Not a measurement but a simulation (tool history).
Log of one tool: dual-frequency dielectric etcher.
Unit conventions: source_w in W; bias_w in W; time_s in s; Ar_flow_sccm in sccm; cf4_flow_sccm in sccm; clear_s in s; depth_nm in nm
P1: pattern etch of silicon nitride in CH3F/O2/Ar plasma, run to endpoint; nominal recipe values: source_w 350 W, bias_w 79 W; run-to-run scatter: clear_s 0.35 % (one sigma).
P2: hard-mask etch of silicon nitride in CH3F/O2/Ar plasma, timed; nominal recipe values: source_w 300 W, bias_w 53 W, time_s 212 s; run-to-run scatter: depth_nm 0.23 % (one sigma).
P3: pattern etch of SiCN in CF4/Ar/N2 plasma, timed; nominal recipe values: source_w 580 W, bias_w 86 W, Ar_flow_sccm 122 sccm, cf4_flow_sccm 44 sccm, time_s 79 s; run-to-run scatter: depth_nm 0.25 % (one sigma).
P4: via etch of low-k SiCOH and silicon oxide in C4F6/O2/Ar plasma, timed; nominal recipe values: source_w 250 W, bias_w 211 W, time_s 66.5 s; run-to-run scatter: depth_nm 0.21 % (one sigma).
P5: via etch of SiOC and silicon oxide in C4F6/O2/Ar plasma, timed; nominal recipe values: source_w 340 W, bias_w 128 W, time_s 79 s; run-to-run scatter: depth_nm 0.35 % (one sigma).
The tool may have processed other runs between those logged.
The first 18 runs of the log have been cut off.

| run | hour | process | source_w | bias_w | time_s | Ar_flow_sccm | cf4_flow_sccm | clear_s | depth_nm |
|---|---|---|---|---|---|---|---|---|---|
| 19 | 104.8 | P3 | 580 | 57 | 79 | 122 | 44 |  | 68.732 |
| 20 | 108.5 | P1 | 410 | 97 |  |  |  | 32.577 |  |
| 21 | 115.4 | P3 | 700 | 86 | 79 | 122 | 44 |  | 94.447 |
| 22 | 119 | P3 | 580 | 86 | 79 | 122 | 44 |  | 80.152 |
| 23 | 124.8 | P4 | 250 | 211 | 66.5 |  |  |  | 153.15 |
| 24 | 130.4 | P2 | 390 | 53 | 212 |  |  |  | 128.7 |
| 25 | 135.3 | P2 | 300 | 33 | 212 |  |  |  | 100.47 |
| 26 | 142.1 | P1 | 350 | 101 |  |  |  | 34.105 |  |
| 27 | 146.5 | P5 | 340 | 128 | 110 |  |  |  | 103.09 |
| 28 | 151.7 | P3 | 580 | 86 | 79 | 122 | 62 |  | 84.313 |
| 29 | 157.3 | P1 | 430 | 103 |  |  |  | 31.242 |  |

Predict the results of run 30:
| 30 | 164.2 | P1 | 350 | 79 |  |  |  | ? |  |

clear_s: 37.059 s
